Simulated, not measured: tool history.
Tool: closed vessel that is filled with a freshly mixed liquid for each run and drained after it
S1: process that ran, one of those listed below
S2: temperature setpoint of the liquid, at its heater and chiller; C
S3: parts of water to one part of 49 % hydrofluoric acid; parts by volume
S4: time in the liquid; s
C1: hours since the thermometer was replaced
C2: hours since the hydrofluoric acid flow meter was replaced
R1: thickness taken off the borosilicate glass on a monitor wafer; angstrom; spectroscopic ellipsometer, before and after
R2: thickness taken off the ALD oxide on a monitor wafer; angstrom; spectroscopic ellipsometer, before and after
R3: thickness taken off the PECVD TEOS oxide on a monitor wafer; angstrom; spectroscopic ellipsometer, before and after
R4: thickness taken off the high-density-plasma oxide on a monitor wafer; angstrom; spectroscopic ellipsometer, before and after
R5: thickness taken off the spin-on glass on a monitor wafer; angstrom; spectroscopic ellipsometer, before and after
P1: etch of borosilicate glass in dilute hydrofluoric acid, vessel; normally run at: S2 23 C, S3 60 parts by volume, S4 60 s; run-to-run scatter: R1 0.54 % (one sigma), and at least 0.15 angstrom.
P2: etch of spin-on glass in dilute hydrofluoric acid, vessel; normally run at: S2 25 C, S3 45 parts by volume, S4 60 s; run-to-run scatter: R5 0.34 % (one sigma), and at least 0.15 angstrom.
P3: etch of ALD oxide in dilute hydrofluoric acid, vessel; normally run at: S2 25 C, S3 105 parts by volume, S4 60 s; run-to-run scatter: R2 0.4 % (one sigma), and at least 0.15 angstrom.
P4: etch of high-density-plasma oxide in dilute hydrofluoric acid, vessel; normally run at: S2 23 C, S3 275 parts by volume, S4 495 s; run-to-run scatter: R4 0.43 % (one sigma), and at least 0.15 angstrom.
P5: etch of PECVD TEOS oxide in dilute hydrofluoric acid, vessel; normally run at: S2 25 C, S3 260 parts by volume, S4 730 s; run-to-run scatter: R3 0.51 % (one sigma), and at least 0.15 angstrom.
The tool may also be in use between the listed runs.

run,hour,S1,S2,S3,S4,C1,C2,R1,R2,R3,R4,R5
1,6.1,P1,23,60,60,835.5,291.9,241,,,,
2,11.9,P1,28,60,60,841.3,297.7,294.3,,,,
3,18.1,P1,23,60,30,847.5,303.9,121.05,,,,
4,24.3,P3,25,105,60,853.7,310.1,,144.47,,,
5,27,P5,25,435,730,856.4,312.8,,,124,,
6,31.9,P1,23,25,60,861.3,317.7,604.89,,,,
7,36.1,P3,25,105,60,865.5,321.9,,145.12,,,
8,39.7,P4,23,275,835,869.1,325.5,,,,126.15,
9,46,P4,23,275,495,875.4,331.8,,,,74.036,
10,51.5,P3,30,105,60,880.9,337.3,,175.31,,,
11,57.5,P2,29.5,45,60,886.9,343.3,,,,,1111.5
12,60.3,P5,20.5,260,730,889.7,346.1,,,209.09,,
13,65.8,P3,25,105,100,895.2,351.6,,241.68,,,
14,70.3,P4,23,55,495,899.7,356.1,,,,473.24,
15,75.2,P2,25,45,60,904.6,361,,,,,930.9
16,80.1,P5,25,260,730,909.5,365.9,,,242.45,,
17,84.4,P1,17,60,60,913.8,370.2,187.15,,,,
18,90.5,P2,25,45,105,919.9,376.3,,,,,1622.4
19,94.7,P1,23,60,60,924.1,380.5,239.7,,,,
20,98.1,P1,23,20,115,927.5,383.9,1450.1,,,,
21,102.6,P5,25,260,1300,932,388.4,,,434.7,,
22,105.9,P1,23,60,105,935.3,391.7,418.17,,,,
23,110.3,P1,23,60,60,939.7,396.1,243.17,,,,
24,114.9,P3,25,35,60,944.3,400.7,,474.59,,,
25,118.1,P4,18,275,495,947.5,403.9,,,,62.071,
26,124.3,P2,25,45,60,953.7,410.1,,,,,933.3
27,130.6,P1,23,60,60,960,416.4,240.09,,,,
28,135.7,P1,23,60,60,965.1,421.5,240.8,,,,
29,141.5,P5,25,260,730,970.9,427.3,,,245.1,,
30,144.6,P1,23,60,60,974,430.4,242.56,,,,
31,149.3,P1,23,60,60,978.7,435.1,240.11,,,,
32,154.1,P2,25,25,60,983.5,439.9,,,,,1723.2
33,158.1,P1,23,100,60,987.5,443.9,136.08,,,,
34,163.2,P1,23,60,60,992.6,449,240.25,,,,
35,166.7,P1,23,60,60,996.1,452.5,234.24,,,,
36,170.9,P1,23,60,60,1000.3,456.7,228,,,,
37,173.9,P1,23,60,60,1003.3,459.7,226.76,,,,
38,178.5,P1,23,60,60,1007.9,464.3,224.31,,,,
39,182.9,P1,23,60,60,1012.3,468.7,221.25,,,,
40,188.4,P1,23,60,60,1017.8,474.2,223.22,,,,
41,192.4,P1,23,60,60,1021.8,478.2,221.25,,,,

What P1 gives has crept away from where it was. These 2 causes fit the log equally well, each at the size given:
A: hydrofluoric acid flow below the setpoint (%) = 7.04
B: liquid colder than its thermometer reads (K) = 1.91
The creep began at about hour 163.2.

4 check runs are offered, one wafer each, their results left as question marks. Which one tells the causes apart?
check 1,196.4,P5,25,410,730,,,,,?,,
check 2,196.4,P3,25,35,60,,,,?,,,
check 3,196.4,P2,25,45,80,,,,,,,?
check 4,196.4,P4,23,75,820,,,,,,?,

What each check would give under each cause:
check,result,if A,if B
check 1,R3,121.15,125.89
check 2,R2,440.89,439.61
check 3,R5,1144.8,1143.4
check 4,R4,517.8,518.67
How far apart the two closest causes lie, in the result that separates them most: check 1 3.84 %; check 2 0.29 %; check 3 0.12 %; check 4 0.17 %
Only check 1 tells the causes apart: in the others they would give nearly the same result.

Check 1 was then run and gave: R3 121.18 angstrom. Which cause is it?

It is A: hydrofluoric acid flow below the setpoint (%).
